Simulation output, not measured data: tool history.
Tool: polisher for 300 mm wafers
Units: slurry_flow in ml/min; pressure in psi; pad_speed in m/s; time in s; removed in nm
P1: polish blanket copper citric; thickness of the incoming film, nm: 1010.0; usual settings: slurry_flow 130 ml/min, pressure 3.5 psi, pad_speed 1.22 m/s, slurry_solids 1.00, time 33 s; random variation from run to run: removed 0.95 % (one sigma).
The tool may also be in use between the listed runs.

run   hour  slurry_flow  pressure  pad_speed  slurry_solids  time  removed
  1    5.0          130       3.5       1.22           1.00    33   84.709
  2    9.1          130       3.5       1.22           1.00    22   56.835
  3   15.4          130       3.5       1.22           1.00    33   84.268
  4   22.0          130       3.5       1.22           1.00    33   85.196
  5   27.6          130       3.5       1.22           0.50    33   74.339
  6   34.8          130       3.5       1.22           1.00    43  111.120
  7   39.6           80       3.5       1.22           1.00    33   76.068
  8   47.2          175       3.5       1.22           1.00    33   89.022
  9   51.1          130       3.5       1.64           1.00    15   51.632
 10   56.1          130       3.5       1.72           1.00    33  118.760
 11   63.0          130       3.5       1.22           1.45    33   92.228
 12   69.8          130       4.7       1.22           1.00    33  112.690
 13   76.1          130       3.5       1.22           0.80    52  127.670
 14   81.8          130       1.7       1.22           1.00    33   41.661
 15   89.0          130       3.5       1.22           1.00    33   85.928
 16   95.3          130       3.5       0.54           1.00    33   39.040
 17  100.8           80       5.1       1.22           1.00    33  108.320
 18  104.6          130       3.5       1.22           1.00    33   85.920
 19  110.3          130       3.5       1.22           1.00    33   81.737
 20  117.5          130       3.5       1.22           1.00    33   80.375
     118.7  -- head pressure recalibrated
     118.9  -- slurry blender recalibrated
 21  124.7          130       3.5       1.22           1.00    33   79.753
 22  130.0          130       3.5       1.22           1.00    33   80.447
 23  133.5          130       3.5       1.22           1.00    33   78.795
 24  137.6          130       3.5       1.22           1.00    33   78.825

What P1 gives has crept away from where it was. These 2 causes fit the log equally well, each at the size given:
A: slurry flow missing at the pad, % = 28
B: removal rate lost through wear of the pad, % = 7.25
The creep began at about hour 104.6.
Why every other cause is out:
head's pressure below its setpoint, %: serviced at hour 118.7, which brought nothing back
abrasive missing from the slurry, %: serviced at hour 118.9, which brought nothing back

4 check runs are offered, each on 3 wafers whose results are averaged, their results left as question marks. Which one tells the causes apart?
check 1  141.7          130       3.5       1.22           0.60    33        ?
check 2  141.7          130       4.5       0.56           1.00    33        ?
check 3  141.7          130       4.3       1.22           0.50    33        ?
check 4  141.7           80       3.5       1.22           1.40    33        ?

What each check would give under each cause:
  check   result    if A    if B
check 1  removed  71.195  71.179
check 2  removed  47.271  47.261
check 3  removed  84.091  84.073
check 4  removed  72.732  75.601
How far apart the two closest causes lie, in the result that separates them most: check 1 0.02 %; check 2 0.02 %; check 3 0.02 %; check 4 3.87 %
Only check 4 tells the causes apart: in the others they would give nearly the same result.

Then check 4 was run and gave: removed 72.633 nm. Which cause is it?

It is A: slurry flow missing at the pad, %.

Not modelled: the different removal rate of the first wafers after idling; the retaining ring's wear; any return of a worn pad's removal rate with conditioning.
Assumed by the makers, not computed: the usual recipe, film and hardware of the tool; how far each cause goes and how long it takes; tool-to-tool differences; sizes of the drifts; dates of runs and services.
